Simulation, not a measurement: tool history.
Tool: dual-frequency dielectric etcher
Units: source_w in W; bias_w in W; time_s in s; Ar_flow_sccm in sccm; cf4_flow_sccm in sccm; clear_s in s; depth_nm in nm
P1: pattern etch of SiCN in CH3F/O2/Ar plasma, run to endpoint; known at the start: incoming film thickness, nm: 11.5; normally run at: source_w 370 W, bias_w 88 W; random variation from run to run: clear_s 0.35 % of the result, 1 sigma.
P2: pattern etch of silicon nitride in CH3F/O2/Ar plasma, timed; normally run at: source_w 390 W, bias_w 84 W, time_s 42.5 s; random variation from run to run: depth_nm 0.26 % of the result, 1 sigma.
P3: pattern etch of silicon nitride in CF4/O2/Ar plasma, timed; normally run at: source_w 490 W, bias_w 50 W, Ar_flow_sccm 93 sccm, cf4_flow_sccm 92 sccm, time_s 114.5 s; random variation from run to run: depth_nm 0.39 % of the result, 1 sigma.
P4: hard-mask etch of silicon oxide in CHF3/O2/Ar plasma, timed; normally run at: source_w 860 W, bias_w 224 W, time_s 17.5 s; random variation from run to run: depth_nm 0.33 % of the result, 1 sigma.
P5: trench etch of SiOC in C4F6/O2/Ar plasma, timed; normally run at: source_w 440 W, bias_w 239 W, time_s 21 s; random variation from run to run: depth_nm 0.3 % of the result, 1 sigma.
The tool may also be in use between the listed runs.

run	hour	process	source_w	bias_w	time_s	Ar_flow_sccm	cf4_flow_sccm	hours since the last wet clean	hours since the last source power generator calibration	hours since the last bias power generator calibration	clear_s	depth_nm
1	11.6	P1	370	88				298.8	3087	756.1	28.717	
2	20.5	P4	860	224	17.5			307.7	3095.9	765		42.543
3	26.9	P2	390	84	42.5			314.1	3102.3	771.4		31.225
4	34.7	P2	390	118	42.5			321.9	3110.1	779.2		35.462
5	45.1	P5	440	239	12.5			332.3	3120.5	789.6		29.749
6	52.1	P1	370	88				339.3	3127.5	796.6	28.622	
7	59.1	P2	470	84	42.5			346.3	3134.5	803.6		33.487
8	67.4	P4	860	314	17.5			354.6	3142.8	811.9		48.187
9	77.2	P3	490	64	114.5	93	92	364.4	3152.6	821.7		236.62
10	83.5	P3	680	50	114.5	93	92	370.7	3158.9	828		284.17
11	91.5	P1	480	108				378.7	3166.9	836	24.145	
12	103.4	P1	370	88				390.6	3178.8	847.9	28.649	
13	112.3	P3	490	50	114.5	93	92	399.5	3187.7	856.8		215.23
14	125.1	P5	440	239	21			412.3	3200.5	869.6		49.748
15	131.6	P1	500	88				418.8	3207	876.1	25.58	
16	141.2	P1	370	88				428.4	3216.6	885.7	28.661	
17	148.8	P2	390	84	52.5			436	3224.2	893.3		38.557
18	160.1	P1	370	124				447.3	3235.5	904.6	25.069	
19	166.3	P4	1210	224	17.5			453.5	3241.7	910.8		48.617
20	174.5	P3	490	50	114.5	65	92	461.7	3249.9	919		223.37

Run 21 comes next. What will it give?
21	186.1	P3	490	50	114.5	93	68	473.3	3261.5	930.6		?

depth_nm: 205.29 nm
